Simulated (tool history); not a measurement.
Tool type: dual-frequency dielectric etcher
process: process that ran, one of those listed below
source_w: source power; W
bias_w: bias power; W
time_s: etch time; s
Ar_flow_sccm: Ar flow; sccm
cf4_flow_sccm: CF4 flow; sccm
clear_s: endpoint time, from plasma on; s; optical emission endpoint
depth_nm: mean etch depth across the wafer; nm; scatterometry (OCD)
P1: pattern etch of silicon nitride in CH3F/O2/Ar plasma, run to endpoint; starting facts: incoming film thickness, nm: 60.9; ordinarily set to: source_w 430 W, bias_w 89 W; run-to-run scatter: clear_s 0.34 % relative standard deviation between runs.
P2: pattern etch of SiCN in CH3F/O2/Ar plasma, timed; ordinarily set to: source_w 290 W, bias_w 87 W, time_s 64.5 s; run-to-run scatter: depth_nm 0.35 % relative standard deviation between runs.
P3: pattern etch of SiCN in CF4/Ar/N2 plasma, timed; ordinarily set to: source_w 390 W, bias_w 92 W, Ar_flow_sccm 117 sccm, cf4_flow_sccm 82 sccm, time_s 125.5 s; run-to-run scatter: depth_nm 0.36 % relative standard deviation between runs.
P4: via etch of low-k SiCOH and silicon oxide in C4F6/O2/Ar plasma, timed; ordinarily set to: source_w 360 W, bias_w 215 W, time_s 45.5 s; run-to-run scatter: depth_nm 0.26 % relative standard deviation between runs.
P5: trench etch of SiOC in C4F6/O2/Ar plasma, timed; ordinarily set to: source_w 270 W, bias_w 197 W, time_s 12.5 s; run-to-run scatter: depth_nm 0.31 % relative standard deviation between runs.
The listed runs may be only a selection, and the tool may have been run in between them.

run     day  process  source_w  bias_w  time_s  Ar_flow_sccm  cf4_flow_sccm  hours since the last wet clean  hours since the last source power generator calibration  hours since the last bias power generator calibration  clear_s  depth_nm
  1   0.404       P1       430      89                                                                 58.6                                                   1603.4                                                  789.4   77.315
  2   0.954       P1       430      89                                                                 71.8                                                   1616.6                                                  802.6   77.456
  3   1.612       P2       370      87    64.5                                                         87.6                                                   1632.4                                                  818.4             24.894
  4   1.992       P3       390      92   125.5           117            102                            96.7                                                   1641.5                                                  827.5             107.68
  5   2.571       P1       600      89                                                                110.6                                                   1655.4                                                  841.4   68.134
  6   3.133       P1       300      89                                                                124.1                                                   1668.9                                                  854.9   89.034
  7    3.55       P2       290      87    38.5                                                        134.1                                                   1678.9                                                  864.9             13.663
  8   3.888       P1       430      89                                                                142.2                                                     1687                                                    873   77.782
  9   4.262       P1       300      72                                                                151.2                                                     1696                                                    882   95.942
 10   4.608       P1       550     113                                                                159.5                                                   1704.3                                                  890.3   65.463
 11   5.308       P4       360     215      25                                                        176.3                                                   1721.1                                                  907.1             66.147
 12   5.879       P1       430      89                                                                  190                                                   1734.8                                                  920.8   77.713
 13    6.45       P5       270     197    12.5                                                        203.7                                                   1748.5                                                  934.5             21.726
       6.55  -- source power generator calibrated
 14   7.062       P3       390     116   125.5           117             82                           218.4                                                     12.3                                                  949.2             114.41
 15   7.467       P5       270     197      17                                                        228.1                                                       22                                                  958.9             29.699
 16   8.042       P4       360     164    45.5                                                        241.9                                                     35.8                                                  972.7              110.6
 17   8.712       P3       390      92      69           117             82                             258                                                     51.9                                                  988.8             57.558
 18   9.408       P5       270     265    12.5                                                        274.7                                                     68.6                                                 1005.5             24.082
 19     9.8       P2       290      87    64.5                                                        284.1                                                       78                                                 1014.9             22.707
 20  10.375       P3       390      92   125.5           117             82                           297.9                                                     91.8                                                 1028.7             104.76
 21  10.971       P5       370     197    12.5                                                        312.2                                                    106.1                                                   1043              24.59
 22  11.512       P1       430     108                                                                325.2                                                    119.1                                                   1056   72.422
 23  12.162       P2       290     120    64.5                                                        340.8                                                    134.7                                                 1071.6             25.828
 24  12.667       P3       390      92   125.5           163             82                           352.9                                                    146.8                                                 1083.7             100.05
 25  13.096       P1       430      89                                                                363.2                                                    157.1                                                   1094   77.718

Expected results for the next run?
 26  13.579       P1       430      58                                                                374.8                                                    168.7                                                 1105.6        ?

{"run 26": {"clear_s": 89.815}}

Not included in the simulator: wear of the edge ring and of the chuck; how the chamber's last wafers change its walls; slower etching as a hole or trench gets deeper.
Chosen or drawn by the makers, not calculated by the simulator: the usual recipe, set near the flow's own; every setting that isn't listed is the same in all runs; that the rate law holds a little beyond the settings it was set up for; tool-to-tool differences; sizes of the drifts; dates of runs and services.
